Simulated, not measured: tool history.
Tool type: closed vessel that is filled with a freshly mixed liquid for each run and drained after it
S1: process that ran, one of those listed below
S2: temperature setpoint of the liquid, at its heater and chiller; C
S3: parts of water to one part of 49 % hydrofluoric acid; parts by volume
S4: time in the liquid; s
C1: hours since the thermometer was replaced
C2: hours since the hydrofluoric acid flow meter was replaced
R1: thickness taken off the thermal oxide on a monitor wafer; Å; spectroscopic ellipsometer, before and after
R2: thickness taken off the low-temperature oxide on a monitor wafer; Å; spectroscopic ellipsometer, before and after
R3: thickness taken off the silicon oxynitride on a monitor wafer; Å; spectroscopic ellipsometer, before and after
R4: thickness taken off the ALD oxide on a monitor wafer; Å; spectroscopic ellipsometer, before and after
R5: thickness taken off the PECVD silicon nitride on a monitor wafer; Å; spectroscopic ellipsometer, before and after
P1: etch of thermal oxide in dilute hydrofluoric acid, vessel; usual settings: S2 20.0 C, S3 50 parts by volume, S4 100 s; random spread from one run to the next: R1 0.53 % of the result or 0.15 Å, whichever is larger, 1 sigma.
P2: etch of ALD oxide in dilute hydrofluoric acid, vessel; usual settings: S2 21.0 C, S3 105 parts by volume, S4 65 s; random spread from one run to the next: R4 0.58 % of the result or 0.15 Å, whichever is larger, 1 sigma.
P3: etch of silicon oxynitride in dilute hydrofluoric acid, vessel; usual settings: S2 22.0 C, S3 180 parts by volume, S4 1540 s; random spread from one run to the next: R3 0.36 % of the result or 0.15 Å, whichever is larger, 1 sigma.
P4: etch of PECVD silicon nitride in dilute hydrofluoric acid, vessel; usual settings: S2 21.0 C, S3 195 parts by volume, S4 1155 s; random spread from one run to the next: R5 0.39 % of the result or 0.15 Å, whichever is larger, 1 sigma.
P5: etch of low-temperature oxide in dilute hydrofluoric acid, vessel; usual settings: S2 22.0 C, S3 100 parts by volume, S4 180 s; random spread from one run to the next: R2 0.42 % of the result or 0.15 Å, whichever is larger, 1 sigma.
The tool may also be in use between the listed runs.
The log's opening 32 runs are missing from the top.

run	hour	S1	S2	S3	S4	C1	C2	R1	R2	R3	R4	R5
33	473.9	P1	25.5	50	60	1626.5	1608.8	64.383				
34	492.8	P1	17.0	50	60	1645.4	1627.7	44.792				
35	506.7	P1	20.0	50	100	1659.3	1641.6	85.254				
36	523.9	P1	20.0	50	100	1676.5	1658.8	87.686				
37	539.5	P1	20.0	50	100	1692.1	1674.4	89.685				
38	555.7	P1	20.0	50	100	1708.3	1690.6	90.132				
39	569.4	P1	20.0	50	100	1722.0	1704.3	92.590				
40	585.4	P1	20.0	50	100	1738.0	1720.3	92.261				

For run 41, what comes out?
41	600.1	P1	20.0	50	100	1752.7	1735.0	?				

{"run 41": {"R1": 91.952}}
